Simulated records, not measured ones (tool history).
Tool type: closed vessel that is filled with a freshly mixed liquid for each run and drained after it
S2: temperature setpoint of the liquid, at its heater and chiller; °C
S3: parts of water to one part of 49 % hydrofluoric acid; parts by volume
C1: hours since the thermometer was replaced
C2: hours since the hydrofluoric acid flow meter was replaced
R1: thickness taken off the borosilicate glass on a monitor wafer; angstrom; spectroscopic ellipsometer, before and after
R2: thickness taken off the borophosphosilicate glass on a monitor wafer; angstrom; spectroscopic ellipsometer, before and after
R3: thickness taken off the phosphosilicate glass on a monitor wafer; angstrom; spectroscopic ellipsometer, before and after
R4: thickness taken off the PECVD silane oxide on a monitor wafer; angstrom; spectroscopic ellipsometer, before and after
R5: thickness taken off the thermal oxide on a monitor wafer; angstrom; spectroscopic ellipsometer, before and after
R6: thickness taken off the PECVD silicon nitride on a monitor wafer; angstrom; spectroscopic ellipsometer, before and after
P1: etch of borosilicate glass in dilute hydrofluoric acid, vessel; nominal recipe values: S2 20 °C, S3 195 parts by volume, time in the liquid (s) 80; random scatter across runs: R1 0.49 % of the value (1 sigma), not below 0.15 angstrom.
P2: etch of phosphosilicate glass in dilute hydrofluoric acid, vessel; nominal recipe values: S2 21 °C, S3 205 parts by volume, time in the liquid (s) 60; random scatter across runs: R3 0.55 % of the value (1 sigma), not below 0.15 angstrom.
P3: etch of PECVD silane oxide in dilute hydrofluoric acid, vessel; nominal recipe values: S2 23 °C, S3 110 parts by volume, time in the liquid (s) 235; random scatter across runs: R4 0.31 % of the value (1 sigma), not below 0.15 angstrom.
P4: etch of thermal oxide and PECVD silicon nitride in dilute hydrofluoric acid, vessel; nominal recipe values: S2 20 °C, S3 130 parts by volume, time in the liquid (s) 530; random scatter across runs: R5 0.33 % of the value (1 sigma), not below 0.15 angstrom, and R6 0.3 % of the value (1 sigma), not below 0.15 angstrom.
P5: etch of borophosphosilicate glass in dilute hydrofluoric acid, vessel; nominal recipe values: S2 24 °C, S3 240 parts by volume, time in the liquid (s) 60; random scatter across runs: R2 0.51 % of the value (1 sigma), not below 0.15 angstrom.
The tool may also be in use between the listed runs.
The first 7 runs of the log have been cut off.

Run 8, hour 87.4: process that ran P3, S2 17 °C, S3 110 parts by volume, time in the liquid (s) 235; C1 1083.7; C2 222.3. Result: R4 295.32 angstrom.
Run 9, hour 98.3: process that ran P4, S2 20 °C, S3 225 parts by volume, time in the liquid (s) 530; C1 1094.6; C2 233.2. Result: R5 76.247 angstrom, R6 55.158 angstrom.
Run 10, hour 114: process that ran P1, S2 20 °C, S3 195 parts by volume, time in the liquid (s) 80; C1 1110.3; C2 248.9. Result: R1 54.084 angstrom.
At hour 122.4: thermometer replaced.
Run 11, hour 128.6: process that ran P1, S2 25 °C, S3 195 parts by volume, time in the liquid (s) 80; C1 6.2; C2 263.5. Result: R1 64.791 angstrom.
Run 12, hour 139.7: process that ran P1, S2 17 °C, S3 195 parts by volume, time in the liquid (s) 80; C1 17.3; C2 274.6. Result: R1 47.882 angstrom.
Run 13, hour 147.8: process that ran P1, S2 20 °C, S3 195 parts by volume, time in the liquid (s) 80; C1 25.4; C2 282.7. Result: R1 54.367 angstrom.
At hour 148.4: hydrofluoric acid flow meter replaced.
Run 14, hour 159.2: process that ran P4, S2 20 °C, S3 130 parts by volume, time in the liquid (s) 530; C1 36.8; C2 10.9. Result: R5 145.72 angstrom, R6 94.763 angstrom.
Run 15, hour 176.6: process that ran P3, S2 23 °C, S3 110 parts by volume, time in the liquid (s) 465; C1 54.2; C2 28.3. Result: R4 742.85 angstrom.
Run 16, hour 191.5: process that ran P4, S2 20 °C, S3 130 parts by volume, time in the liquid (s) 50; C1 69.1; C2 43.2. Result: R5 13.397 angstrom, R6 9.0252 angstrom.
Run 17, hour 203.5: process that ran P5, S2 24 °C, S3 240 parts by volume, time in the liquid (s) 30; C1 81.1; C2 55.2. Result: R2 51.608 angstrom.
Run 18, hour 212.5: process that ran P1, S2 17 °C, S3 265 parts by volume, time in the liquid (s) 80; C1 90.1; C2 64.2. Result: R1 33.058 angstrom.
Run 19, hour 225.6: process that ran P2, S2 27 °C, S3 205 parts by volume, time in the liquid (s) 60; C1 103.2; C2 77.3. Result: R3 451.39 angstrom.
Run 20, hour 235.5: process that ran P3, S2 23 °C, S3 110 parts by volume, time in the liquid (s) 235; C1 113.1; C2 87.2. Result: R4 378.22 angstrom.
Run 21, hour 252: process that ran P1, S2 20 °C, S3 295 parts by volume, time in the liquid (s) 80; C1 129.6; C2 103.7. Result: R1 32.734 angstrom.
Run 22, hour 269.8: process that ran P1, S2 20 °C, S3 195 parts by volume, time in the liquid (s) 80; C1 147.4; C2 121.5. Result: R1 54.455 angstrom.
Run 23, hour 285: process that ran P4, S2 17 °C, S3 130 parts by volume, time in the liquid (s) 530; C1 162.6; C2 136.7. Result: R5 128.13 angstrom, R6 76.684 angstrom.
Run 24, hour 294.8: process that ran P1, S2 20 °C, S3 50 parts by volume, time in the liquid (s) 80; C1 172.4; C2 146.5. Result: R1 250.16 angstrom.
Run 25, hour 305.4: process that ran P1, S2 20 °C, S3 195 parts by volume, time in the liquid (s) 155; C1 183; C2 157.1. Result: R1 103.66 angstrom.
Run 26, hour 319.2: process that ran P2, S2 21 °C, S3 340 parts by volume, time in the liquid (s) 60; C1 196.8; C2 170.9. Result: R3 191.22 angstrom.
Run 27, hour 335.5: process that ran P5, S2 17 °C, S3 240 parts by volume, time in the liquid (s) 60; C1 213.1; C2 187.2. Result: R2 79.775 angstrom.
Run 28, hour 353.4: process that ran P2, S2 21 °C, S3 205 parts by volume, time in the liquid (s) 60; C1 231; C2 205.1. Result: R3 361.5 angstrom.

Run 29, settings as shown, results not yet in. Your forecast:
Run 29, hour 367.9: process that ran P3, S2 23 °C, S3 175 parts by volume, time in the liquid (s) 235; C1 245.5; C2 219.6. Result: R4 ?.

Run 29 gave R4 220.62 angstrom.
